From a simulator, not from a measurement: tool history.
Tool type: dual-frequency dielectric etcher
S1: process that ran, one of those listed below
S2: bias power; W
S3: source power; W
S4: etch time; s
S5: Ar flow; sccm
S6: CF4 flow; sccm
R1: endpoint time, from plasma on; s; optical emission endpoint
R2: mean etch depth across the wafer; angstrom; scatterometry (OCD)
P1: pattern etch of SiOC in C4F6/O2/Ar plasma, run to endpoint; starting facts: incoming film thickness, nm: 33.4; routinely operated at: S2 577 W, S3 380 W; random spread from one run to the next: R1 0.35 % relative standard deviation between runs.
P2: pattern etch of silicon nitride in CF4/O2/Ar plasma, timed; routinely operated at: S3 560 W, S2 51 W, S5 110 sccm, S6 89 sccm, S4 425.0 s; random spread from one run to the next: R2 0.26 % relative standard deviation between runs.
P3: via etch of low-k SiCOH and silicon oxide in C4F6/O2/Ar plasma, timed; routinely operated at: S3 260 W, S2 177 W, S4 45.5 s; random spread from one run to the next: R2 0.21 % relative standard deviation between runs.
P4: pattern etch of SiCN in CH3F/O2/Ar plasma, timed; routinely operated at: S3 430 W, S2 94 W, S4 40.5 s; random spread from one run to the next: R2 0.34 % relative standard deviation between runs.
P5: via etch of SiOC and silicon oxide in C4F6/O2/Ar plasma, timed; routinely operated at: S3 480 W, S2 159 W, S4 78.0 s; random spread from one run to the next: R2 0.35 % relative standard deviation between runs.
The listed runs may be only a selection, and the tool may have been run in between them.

run 1 hour=10.0 | S1=P1 S2=577 S3=380 | R1=10.6350
run 2 hour=20.1 | S1=P4 S2=67 S3=430 S4=40.5 | R2=151.15
run 3 hour=30.1 | S1=P5 S2=159 S3=480 S4=78.0 | R2=913.58
-- hour=30.3 bias power generator calibrated
run 4 hour=43.4 | S1=P1 S2=360 S3=380 | R1=12.6410
run 5 hour=49.6 | S1=P1 S2=714 S3=380 | R1=9.7132
run 6 hour=62.6 | S1=P3 S2=177 S3=260 S4=45.5 | R2=994.68
run 7 hour=70.4 | S1=P1 S2=468 S3=250 | R1=13.3730
run 8 hour=79.5 | S1=P1 S2=755 S3=460 | R1=8.8878
run 9 hour=89.6 | S1=P4 S2=94 S3=250 S4=40.5 | R2=139.68
run 10 hour=97.5 | S1=P2 S2=51 S3=560 S4=597.0 S5=110 S6=89 | R2=12260.00
run 11 hour=107.4 | S1=P2 S2=51 S3=560 S4=425.0 S5=110 S6=89 | R2=8665.10
run 12 hour=116.4 | S1=P2 S2=30 S3=560 S4=425.0 S5=110 S6=89 | R2=7187.10
run 13 hour=128.1 | S1=P1 S2=577 S3=280 | R1=11.8400
run 14 hour=134.5 | S1=P5 S2=196 S3=480 S4=78.0 | R2=967.09
run 15 hour=143.5 | S1=P1 S2=577 S3=380 | R1=10.5800
run 16 hour=154.7 | S1=P1 S2=577 S3=490 | R1=9.5863
run 17 hour=162.4 | S1=P4 S2=94 S3=430 S4=40.5 | R2=170.74
run 18 hour=172.6 | S1=P1 S2=577 S3=380 | R1=10.5910

Run 19 comes next. What will it give?
run 19 hour=180.7 | S1=P5 S2=159 S3=360 S4=78.0 | R2=?

R2: 816.46 angstrom

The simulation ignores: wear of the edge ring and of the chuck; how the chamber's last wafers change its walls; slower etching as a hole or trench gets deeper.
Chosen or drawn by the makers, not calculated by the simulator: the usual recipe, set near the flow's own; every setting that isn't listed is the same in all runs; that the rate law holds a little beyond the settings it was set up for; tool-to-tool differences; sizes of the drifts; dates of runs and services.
